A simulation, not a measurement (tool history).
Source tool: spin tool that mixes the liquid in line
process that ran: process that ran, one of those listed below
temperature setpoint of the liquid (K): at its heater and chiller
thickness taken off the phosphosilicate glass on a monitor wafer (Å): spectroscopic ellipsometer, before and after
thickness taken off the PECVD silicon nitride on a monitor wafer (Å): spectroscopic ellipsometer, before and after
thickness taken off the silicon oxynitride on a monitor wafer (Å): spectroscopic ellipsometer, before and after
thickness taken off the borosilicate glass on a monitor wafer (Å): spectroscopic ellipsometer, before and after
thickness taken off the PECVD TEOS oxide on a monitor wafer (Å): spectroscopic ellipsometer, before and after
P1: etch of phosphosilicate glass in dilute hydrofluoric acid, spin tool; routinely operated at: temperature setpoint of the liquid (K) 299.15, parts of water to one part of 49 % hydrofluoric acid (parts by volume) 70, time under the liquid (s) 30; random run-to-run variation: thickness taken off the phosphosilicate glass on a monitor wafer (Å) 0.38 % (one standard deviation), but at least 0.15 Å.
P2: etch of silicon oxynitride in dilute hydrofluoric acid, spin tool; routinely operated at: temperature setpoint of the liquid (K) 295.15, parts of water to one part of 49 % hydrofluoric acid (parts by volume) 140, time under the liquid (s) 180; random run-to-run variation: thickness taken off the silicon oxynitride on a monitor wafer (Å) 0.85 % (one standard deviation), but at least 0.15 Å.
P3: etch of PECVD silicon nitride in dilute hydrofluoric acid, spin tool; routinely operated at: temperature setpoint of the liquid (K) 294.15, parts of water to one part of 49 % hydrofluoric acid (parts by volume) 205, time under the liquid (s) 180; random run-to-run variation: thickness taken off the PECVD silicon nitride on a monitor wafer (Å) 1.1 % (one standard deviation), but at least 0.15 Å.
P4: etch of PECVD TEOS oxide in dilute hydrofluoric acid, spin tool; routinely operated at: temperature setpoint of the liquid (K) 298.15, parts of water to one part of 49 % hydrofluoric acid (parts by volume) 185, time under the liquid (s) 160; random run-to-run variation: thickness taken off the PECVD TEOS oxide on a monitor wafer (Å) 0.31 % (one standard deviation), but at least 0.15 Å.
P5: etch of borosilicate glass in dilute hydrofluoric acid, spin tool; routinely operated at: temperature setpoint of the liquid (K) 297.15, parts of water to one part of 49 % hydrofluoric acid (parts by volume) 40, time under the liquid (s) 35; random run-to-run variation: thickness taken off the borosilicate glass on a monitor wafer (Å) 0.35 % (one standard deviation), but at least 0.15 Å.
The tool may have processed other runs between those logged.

| run | hour | process that ran | temperature setpoint of the liquid (K) | parts of water to one part of 49 % hydrofluoric acid (parts by volume) | time under the liquid (s) | hours since the thermometer was replaced | hours since the hydrofluoric acid flow meter was replaced | thickness taken off the phosphosilicate glass on a monitor wafer (Å) | thickness taken off the PECVD silicon nitride on a monitor wafer (Å) | thickness taken off the silicon oxynitride on a monitor wafer (Å) | thickness taken off the borosilicate glass on a monitor wafer (Å) | thickness taken off the PECVD TEOS oxide on a monitor wafer (Å) |
|---|---|---|---|---|---|---|---|---|---|---|---|---|
| 1 | 7.7 | P1 | 299.15 | 70 | 30 | 744.3 | 452.7 | 655.66 |  |  |  |  |
| 2 | 13.0 | P3 | 294.15 | 50 | 180 | 749.6 | 458.0 |  | 90.331 |  |  |  |
| 3 | 18.0 | P1 | 299.15 | 70 | 30 | 754.6 | 463.0 | 653.66 |  |  |  |  |
| 4 | 25.3 | P3 | 290.15 | 205 | 180 | 761.9 | 470.3 |  | 17.311 |  |  |  |
| 5 | 34.1 | P1 | 291.15 | 70 | 45 | 770.7 | 479.1 | 708.65 |  |  |  |  |
| 6 | 38.5 | P2 | 295.15 | 140 | 305 | 775.1 | 483.5 |  |  | 41.479 |  |  |
| 7 | 44.9 | P5 | 297.15 | 20 | 35 | 781.5 | 489.9 |  |  |  | 443.69 |  |
| 8 | 51.0 | P1 | 305.65 | 70 | 30 | 787.6 | 496.0 | 842.87 |  |  |  |  |
| 9 | 57.7 | P1 | 299.15 | 70 | 30 | 794.3 | 502.7 | 656.59 |  |  |  |  |
| 10 | 62.1 | P4 | 298.15 | 80 | 160 | 798.7 | 507.1 |  |  |  |  | 175.81 |
| 11 | 68.2 | P2 | 291.15 | 140 | 180 | 804.8 | 513.2 |  |  | 20.440 |  |  |
| 12 | 73.2 | P1 | 299.15 | 70 | 15 | 809.8 | 518.2 | 326.56 |  |  |  |  |
| 13 | 77.7 | P1 | 295.15 | 70 | 60 | 814.3 | 522.7 | 1124.30 |  |  |  |  |
| 14 | 84.7 | P1 | 299.15 | 70 | 30 | 821.3 | 529.7 | 650.45 |  |  |  |  |
| 15 | 93.0 | P1 | 299.15 | 125 | 30 | 829.6 | 538.0 | 345.90 |  |  |  |  |
| 16 | 100.5 | P2 | 295.15 | 140 | 180 | 837.1 | 545.5 |  |  | 23.949 |  |  |
| 17 | 107.5 | P1 | 299.15 | 70 | 30 | 844.1 | 552.5 | 656.33 |  |  |  |  |
| 18 | 115.6 | P5 | 305.65 | 40 | 35 | 852.2 | 560.6 |  |  |  | 306.05 |  |
| 19 | 125.0 | P1 | 299.15 | 70 | 55 | 861.6 | 570.0 | 1210.50 |  |  |  |  |
|  | 131.3 | thermometer replaced |
| 20 | 131.6 | P5 | 297.15 | 40 | 35 | 0.4 | 576.6 |  |  |  | 216.30 |  |
| 21 | 138.8 | P4 | 294.15 | 185 | 160 | 7.6 | 583.8 |  |  |  |  | 58.14 |
| 22 | 147.2 | P3 | 294.15 | 205 | 180 | 16.0 | 592.2 |  | 22.757 |  |  |  |
| 23 | 152.8 | P1 | 299.15 | 70 | 30 | 21.6 | 597.8 | 658.52 |  |  |  |  |
| 24 | 162.8 | P5 | 297.15 | 40 | 35 | 31.6 | 607.8 |  |  |  | 217.99 |  |
| 25 | 167.5 | P1 | 294.15 | 70 | 15 | 36.3 | 612.5 | 268.42 |  |  |  |  |

Run 26 comes next. What will it give?
| 26 | 173.1 | P4 | 298.15 | 185 | 280 | 41.9 | 618.1 |  |  |  |  | ? |

thickness taken off the PECVD TEOS oxide on a monitor wafer (Å): 117.45
